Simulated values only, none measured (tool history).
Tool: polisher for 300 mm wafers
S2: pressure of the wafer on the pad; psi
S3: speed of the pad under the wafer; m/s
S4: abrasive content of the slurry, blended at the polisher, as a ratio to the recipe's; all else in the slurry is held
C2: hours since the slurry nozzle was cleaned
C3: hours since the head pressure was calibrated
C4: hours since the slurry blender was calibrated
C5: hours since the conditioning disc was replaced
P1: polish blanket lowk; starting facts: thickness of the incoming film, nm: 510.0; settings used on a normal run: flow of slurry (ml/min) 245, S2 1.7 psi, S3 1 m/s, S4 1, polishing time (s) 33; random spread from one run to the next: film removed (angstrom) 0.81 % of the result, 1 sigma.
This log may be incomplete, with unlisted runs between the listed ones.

{"run": 1, "hour": 15.7, "flow of slurry (ml/min)": 245, "S2": 1.7, "S3": 1, "S4": 1, "polishing time (s)": 33, "wafers polished on this pad": 606, "C2": 706.1, "C3": 797.5, "C4": 360.8, "C5": 124.3, "film removed (angstrom)": 107.69}
{"run": 2, "hour": 29.3, "flow of slurry (ml/min)": 245, "S2": 1.7, "S3": 1, "S4": 1.35, "polishing time (s)": 17, "wafers polished on this pad": 755, "C2": 719.7, "C3": 811.1, "C4": 374.4, "C5": 137.9, "film removed (angstrom)": 61.907}
{"run": 3, "hour": 41.7, "flow of slurry (ml/min)": 245, "S2": 2.4, "S3": 1, "S4": 1, "polishing time (s)": 33, "wafers polished on this pad": 892, "C2": 732.1, "C3": 823.5, "C4": 386.8, "C5": 150.3, "film removed (angstrom)": 148.99}
{"run": 4, "hour": 58.7, "flow of slurry (ml/min)": 245, "S2": 1.7, "S3": 1, "S4": 1, "polishing time (s)": 33, "wafers polished on this pad": 1078, "C2": 749.1, "C3": 840.5, "C4": 403.8, "C5": 167.3, "film removed (angstrom)": 105.25}
{"run": 5, "hour": 73.3, "flow of slurry (ml/min)": 245, "S2": 1.7, "S3": 1, "S4": 0.5, "polishing time (s)": 33, "wafers polished on this pad": 1239, "C2": 763.7, "C3": 855.1, "C4": 418.4, "C5": 181.9, "film removed (angstrom)": 71.93}
{"hour": 84.2, "done": "conditioning disc replaced and pad reconditioned"}
{"run": 6, "hour": 87.6, "flow of slurry (ml/min)": 245, "S2": 1.7, "S3": 1, "S4": 1, "polishing time (s)": 33, "wafers polished on this pad": 1396, "C2": 778, "C3": 869.4, "C4": 432.7, "C5": 3.4, "film removed (angstrom)": 104.13}
{"run": 7, "hour": 105.0, "flow of slurry (ml/min)": 245, "S2": 1.7, "S3": 1, "S4": 1, "polishing time (s)": 33, "wafers polished on this pad": 1587, "C2": 795.4, "C3": 886.8, "C4": 450.1, "C5": 20.8, "film removed (angstrom)": 105.2}
{"hour": 109.6, "done": "head pressure recalibrated"}
{"run": 8, "hour": 121.4, "flow of slurry (ml/min)": 245, "S2": 0.8, "S3": 1, "S4": 1, "polishing time (s)": 33, "wafers polished on this pad": 1767, "C2": 811.8, "C3": 11.9, "C4": 466.5, "C5": 37.2, "film removed (angstrom)": 49.773}
{"run": 9, "hour": 134.0, "flow of slurry (ml/min)": 165, "S2": 1.7, "S3": 1, "S4": 1, "polishing time (s)": 33, "wafers polished on this pad": 1906, "C2": 824.4, "C3": 24.5, "C4": 479.1, "C5": 49.8, "film removed (angstrom)": 99.94}
{"run": 10, "hour": 150.6, "flow of slurry (ml/min)": 245, "S2": 1.7, "S3": 1.4, "S4": 1, "polishing time (s)": 33, "wafers polished on this pad": 2088, "C2": 841, "C3": 41.1, "C4": 495.7, "C5": 66.4, "film removed (angstrom)": 139}
{"run": 11, "hour": 164.4, "flow of slurry (ml/min)": 245, "S2": 0.8, "S3": 1, "S4": 1, "polishing time (s)": 42, "wafers polished on this pad": 2240, "C2": 854.8, "C3": 54.9, "C4": 509.5, "C5": 80.2, "film removed (angstrom)": 62.651}
{"run": 12, "hour": 173.0, "flow of slurry (ml/min)": 245, "S2": 1.7, "S3": 1, "S4": 1.25, "polishing time (s)": 33, "wafers polished on this pad": 2334, "C2": 863.4, "C3": 63.5, "C4": 518.1, "C5": 88.8, "film removed (angstrom)": 116.54}
{"run": 13, "hour": 180.7, "flow of slurry (ml/min)": 245, "S2": 1.7, "S3": 1, "S4": 1, "polishing time (s)": 52, "wafers polished on this pad": 2419, "C2": 871.1, "C3": 71.2, "C4": 525.8, "C5": 96.5, "film removed (angstrom)": 165.91}
{"run": 14, "hour": 189.7, "flow of slurry (ml/min)": 245, "S2": 1.7, "S3": 1, "S4": 1, "polishing time (s)": 33, "wafers polished on this pad": 2518, "C2": 880.1, "C3": 80.2, "C4": 534.8, "C5": 105.5, "film removed (angstrom)": 104.75}
{"run": 15, "hour": 205.0, "flow of slurry (ml/min)": 330, "S2": 1.7, "S3": 1, "S4": 1, "polishing time (s)": 33, "wafers polished on this pad": 2686, "C2": 895.4, "C3": 95.5, "C4": 550.1, "C5": 120.8, "film removed (angstrom)": 108.95}
{"run": 16, "hour": 216.3, "flow of slurry (ml/min)": 245, "S2": 1.7, "S3": 0.62, "S4": 1, "polishing time (s)": 33, "wafers polished on this pad": 2810, "C2": 906.7, "C3": 106.8, "C4": 561.4, "C5": 132.1, "film removed (angstrom)": 71.904}
{"run": 17, "hour": 233.7, "flow of slurry (ml/min)": 245, "S2": 1.7, "S3": 1, "S4": 1, "polishing time (s)": 15, "wafers polished on this pad": 3001, "C2": 924.1, "C3": 124.2, "C4": 578.8, "C5": 149.5, "film removed (angstrom)": 48.053}
{"run": 18, "hour": 247.0, "flow of slurry (ml/min)": 245, "S2": 1.7, "S3": 1, "S4": 1, "polishing time (s)": 33, "wafers polished on this pad": 3148, "C2": 937.4, "C3": 137.5, "C4": 592.1, "C5": 162.8, "film removed (angstrom)": 104.76}
{"run": 19, "hour": 263.1, "flow of slurry (ml/min)": 245, "S2": 1.7, "S3": 1, "S4": 1, "polishing time (s)": 33, "wafers polished on this pad": 3324, "C2": 953.5, "C3": 153.6, "C4": 608.2, "C5": 178.9, "film removed (angstrom)": 100.16}
{"run": 20, "hour": 273.6, "flow of slurry (ml/min)": 245, "S2": 1.7, "S3": 1, "S4": 1, "polishing time (s)": 33, "wafers polished on this pad": 3440, "C2": 964, "C3": 164.1, "C4": 618.7, "C5": 189.4, "film removed (angstrom)": 96.723}
{"run": 21, "hour": 286.6, "flow of slurry (ml/min)": 245, "S2": 1.7, "S3": 1, "S4": 1, "polishing time (s)": 33, "wafers polished on this pad": 3583, "C2": 977, "C3": 177.1, "C4": 631.7, "C5": 202.4, "film removed (angstrom)": 96.343}

What will run 22 give?
{"run": 22, "hour": 296.5, "flow of slurry (ml/min)": 245, "S2": 1.7, "S3": 1, "S4": 1, "polishing time (s)": 33, "wafers polished on this pad": 3691, "C2": 986.9, "C3": 187, "C4": 641.6, "C5": 212.3, "film removed (angstrom)": "?"}

film removed (angstrom): 94.874
